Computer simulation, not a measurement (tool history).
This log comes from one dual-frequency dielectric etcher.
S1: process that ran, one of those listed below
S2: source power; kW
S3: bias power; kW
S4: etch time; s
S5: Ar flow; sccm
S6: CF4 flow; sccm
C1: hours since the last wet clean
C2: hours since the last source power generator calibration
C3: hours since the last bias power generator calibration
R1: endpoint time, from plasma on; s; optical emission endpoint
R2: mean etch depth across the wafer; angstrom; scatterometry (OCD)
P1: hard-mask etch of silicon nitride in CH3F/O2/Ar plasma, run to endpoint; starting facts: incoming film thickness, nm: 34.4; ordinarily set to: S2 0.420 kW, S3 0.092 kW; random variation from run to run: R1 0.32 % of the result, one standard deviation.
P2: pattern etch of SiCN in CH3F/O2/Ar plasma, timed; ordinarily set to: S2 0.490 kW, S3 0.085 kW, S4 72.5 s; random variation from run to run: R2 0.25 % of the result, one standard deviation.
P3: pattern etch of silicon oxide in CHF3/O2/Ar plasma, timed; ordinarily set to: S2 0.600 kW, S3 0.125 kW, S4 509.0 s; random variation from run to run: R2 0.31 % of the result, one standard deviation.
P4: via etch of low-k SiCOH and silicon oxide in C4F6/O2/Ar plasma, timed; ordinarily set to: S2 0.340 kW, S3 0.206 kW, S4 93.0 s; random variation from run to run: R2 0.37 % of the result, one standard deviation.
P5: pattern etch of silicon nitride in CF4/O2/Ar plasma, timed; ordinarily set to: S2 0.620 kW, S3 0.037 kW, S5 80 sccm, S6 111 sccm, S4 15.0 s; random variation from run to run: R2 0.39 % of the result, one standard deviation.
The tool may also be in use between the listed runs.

run	hour	S1	S2	S3	S4	S5	S6	C1	C2	C3	R1	R2
1	8.5	P1	0.420	0.092				263.2	513.0	1887.5	43.672	
2	25.7	P2	0.490	0.085	43.0			280.4	530.2	1904.7		188.79
3	33.6	P3	0.600	0.171	509.0			288.3	538.1	1912.6		10047.00
4	44.8	P3	0.780	0.125	509.0			299.5	549.3	1923.8		10026.00
5	61.9	P1	0.420	0.092				316.6	566.4	1940.9	43.728	
6	73.7	P5	0.620	0.037	15.0	80	142	328.4	578.2	1952.7		327.54
# hour 76.5: source power generator calibrated
7	86.0	P5	0.620	0.037	8.0	80	111	340.7	9.6	1965.0		168.94
8	100.1	P1	0.290	0.123				354.8	23.7	1979.1	44.618	
9	109.2	P5	0.620	0.037	15.0	80	111	363.9	32.8	1988.2		316.90
10	119.1	P4	0.240	0.206	93.0			373.8	42.7	1998.1		2138.70
11	136.4	P2	0.490	0.085	72.5			391.1	60.0	2015.4		319.31
12	144.8	P1	0.420	0.059				399.5	68.4	2023.8	50.818	
13	154.0	P1	0.560	0.077				408.7	77.6	2033.0	41.506	
14	168.5	P4	0.340	0.206	126.0			423.2	92.1	2047.5		3308.10
15	176.6	P1	0.540	0.113				431.3	100.2	2055.6	36.827	
16	185.8	P1	0.420	0.092				440.5	109.4	2064.8	43.711	
17	203.0	P1	0.420	0.092				457.7	126.6	2082.0	43.523	
18	214.1	P4	0.340	0.206	93.0			468.8	137.7	2093.1		2434.20
19	225.5	P5	0.620	0.047	15.0	80	111	480.2	149.1	2104.5		344.38
20	241.8	P5	0.750	0.037	15.0	80	111	496.5	165.4	2120.8		374.49
21	254.7	P5	0.620	0.037	15.0	58	111	509.4	178.3	2133.7		330.79
22	265.8	P2	0.490	0.085	72.5			520.5	189.4	2144.8		317.63

What does the tool deliver on the next run?
23	281.9	P4	0.340	0.131	93.0			536.6	205.5	2160.9		?

R2: 2106.40 angstrom
